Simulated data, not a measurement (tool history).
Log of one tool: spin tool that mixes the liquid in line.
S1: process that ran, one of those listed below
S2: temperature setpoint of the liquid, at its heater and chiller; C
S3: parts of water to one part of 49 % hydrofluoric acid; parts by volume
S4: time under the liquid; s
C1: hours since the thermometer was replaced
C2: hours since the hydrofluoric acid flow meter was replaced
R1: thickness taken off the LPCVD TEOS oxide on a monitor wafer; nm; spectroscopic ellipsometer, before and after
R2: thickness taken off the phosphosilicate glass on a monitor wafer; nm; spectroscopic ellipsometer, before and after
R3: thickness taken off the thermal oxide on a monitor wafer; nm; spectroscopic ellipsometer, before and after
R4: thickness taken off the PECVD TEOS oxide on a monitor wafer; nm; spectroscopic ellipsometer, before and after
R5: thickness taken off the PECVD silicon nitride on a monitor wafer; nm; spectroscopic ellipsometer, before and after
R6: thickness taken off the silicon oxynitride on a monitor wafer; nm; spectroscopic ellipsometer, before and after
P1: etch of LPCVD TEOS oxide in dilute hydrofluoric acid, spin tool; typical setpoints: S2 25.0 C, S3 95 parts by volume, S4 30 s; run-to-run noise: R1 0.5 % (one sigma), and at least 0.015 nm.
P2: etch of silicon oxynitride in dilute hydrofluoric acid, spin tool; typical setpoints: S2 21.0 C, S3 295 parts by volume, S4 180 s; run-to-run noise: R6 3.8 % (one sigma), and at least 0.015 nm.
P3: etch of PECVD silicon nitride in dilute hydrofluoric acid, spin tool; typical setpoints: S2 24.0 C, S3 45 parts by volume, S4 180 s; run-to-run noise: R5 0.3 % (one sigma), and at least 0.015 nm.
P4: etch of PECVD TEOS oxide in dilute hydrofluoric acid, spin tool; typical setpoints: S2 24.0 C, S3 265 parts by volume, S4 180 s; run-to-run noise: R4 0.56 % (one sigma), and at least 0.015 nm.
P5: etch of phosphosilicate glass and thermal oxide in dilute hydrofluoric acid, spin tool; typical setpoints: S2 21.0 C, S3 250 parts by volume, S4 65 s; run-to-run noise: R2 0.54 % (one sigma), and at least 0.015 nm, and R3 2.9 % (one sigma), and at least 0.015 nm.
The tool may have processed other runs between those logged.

run,hour,S1,S2,S3,S4,C1,C2,R1,R2,R3,R4,R5,R6
1,5.4,P1,25.0,95,30,591.8,565.8,16.7910,,,,,
2,12.2,P1,25.0,95,30,598.6,572.6,16.9280,,,,,
3,19.1,P5,21.0,250,105,605.5,579.5,,21.352,1.47310,,,
4,24.3,P4,24.0,265,345,610.7,584.7,,,,17.8600,,
5,30.2,P1,25.0,95,50,616.6,590.6,27.8800,,,,,
6,35.3,P4,24.0,265,180,621.7,595.7,,,,9.3140,,
7,41.8,P1,25.0,95,30,628.2,602.2,16.6720,,,,,
8,45.6,P3,24.0,45,180,632.0,606.0,,,,,9.79290,
9,49.5,P1,25.0,95,30,635.9,609.9,16.7250,,,,,
10,55.9,P2,17.0,295,180,642.3,616.3,,,,,,0.52611
11,62.3,P1,19.0,95,15,648.7,622.7,6.6516,,,,,
12,68.2,P5,28.5,250,65,654.6,628.6,,17.246,1.29440,,,
13,73.5,P3,24.0,45,180,659.9,633.9,,,,,9.83440,
14,78.4,P1,25.0,95,30,664.8,638.8,16.6860,,,,,
15,81.9,P3,17.0,45,180,668.3,642.3,,,,,6.00750,
16,85.2,P5,21.0,250,65,671.6,645.6,,13.218,0.91899,,,
17,90.7,P4,24.0,265,180,677.1,651.1,,,,9.2711,,
18,96.1,P4,18.5,265,180,682.5,656.5,,,,7.6459,,
19,100.2,P3,24.0,45,15,686.6,660.6,,,,,0.81815,
20,106.5,P2,21.0,470,180,692.9,666.9,,,,,,0.39325
21,109.7,P1,25.0,165,30,696.1,670.1,9.0178,,,,,
22,113.4,P4,24.0,460,180,699.8,673.8,,,,4.4169,,
23,118.9,P1,21.5,30,30,705.3,679.3,50.3410,,,,,
24,122.2,P1,25.0,170,15,708.6,682.6,4.2602,,,,,
25,125.8,P1,25.0,95,30,712.2,686.2,16.7680,,,,,
26,131.5,P5,21.0,250,65,717.9,691.9,,13.130,0.92685,,,
27,138.4,P1,25.0,95,15,724.8,698.8,8.4684,,,,,
28,144.6,P1,33.0,95,30,731.0,705.0,22.9750,,,,,
29,150.5,P1,25.0,95,30,736.9,710.9,17.0700,,,,,
30,155.2,P5,21.0,75,65,741.6,715.6,,52.417,3.69240,,,
31,159.9,P1,25.0,55,30,746.3,720.3,30.3580,,,,,
32,166.4,P2,21.0,295,360,752.8,726.8,,,,,,1.38040
33,170.2,P2,21.0,295,180,756.6,730.6,,,,,,0.63288
34,176.5,P3,24.0,75,180,762.9,736.9,,,,,5.93470,
35,182.0,P1,21.0,95,30,768.4,742.4,14.3780,,,,,
36,188.7,P1,25.0,95,30,775.1,749.1,16.9060,,,,,
37,192.2,P1,25.0,95,30,778.6,752.6,16.4910,,,,,
38,196.5,P1,25.0,95,30,782.9,756.9,16.2750,,,,,
39,200.1,P1,25.0,95,30,786.5,760.5,16.1350,,,,,
40,204.0,P1,25.0,95,30,790.4,764.4,15.8910,,,,,
41,210.6,P1,25.0,95,30,797.0,771.0,15.8960,,,,,
42,216.1,P1,25.0,95,30,802.5,776.5,15.7650,,,,,
43,221.5,P1,25.0,95,30,807.9,781.9,15.6730,,,,,
44,224.7,P1,25.0,95,30,811.1,785.1,15.8440,,,,,

Compared with where it was, what P1 gives has crept away. Each cause listed below fits the log as well as the rest, at the size given for it:
A: hydrofluoric acid flow below the setpoint (%) = 5.2
B: liquid colder than its thermometer reads (K) = 1.52
The creep began at about hour 188.7.

Of the 4 check runs listed below, each run on one wafer and each result written as a question mark, which would let you distinguish the listed causes because they would give clearly different results?
check 1,227.9,P2,21.0,390,180,,,,,,,,?
check 2,227.9,P3,17.0,65,180,,,,,,,?,
check 3,227.9,P4,20.5,265,180,,,,,,?,,
check 4,227.9,P5,24.0,250,100,,,,?,?,,,

If the cause were each of the candidates in turn, the checks would give the following:
check,result,if A,if B
check 1,R6,0.44448,0.44492
check 2,R5,4.00570,3.78690
check 3,R4,7.6881,7.7663
check 4,R2,21.236,21.501
check 4,R3,1.50720,1.52600
Separation of the two closest causes in each check, using whichever result separates them best: check 1 0.1 %; check 2 5.62 %; check 3 1.01 %; check 4 1.24 %
Only check 2 tells the causes apart: in the others they would give nearly the same result.

Check 2 was then run and gave: R5 3.78860 nm. Which cause is it?

It was cause B: liquid colder than its thermometer reads (K).

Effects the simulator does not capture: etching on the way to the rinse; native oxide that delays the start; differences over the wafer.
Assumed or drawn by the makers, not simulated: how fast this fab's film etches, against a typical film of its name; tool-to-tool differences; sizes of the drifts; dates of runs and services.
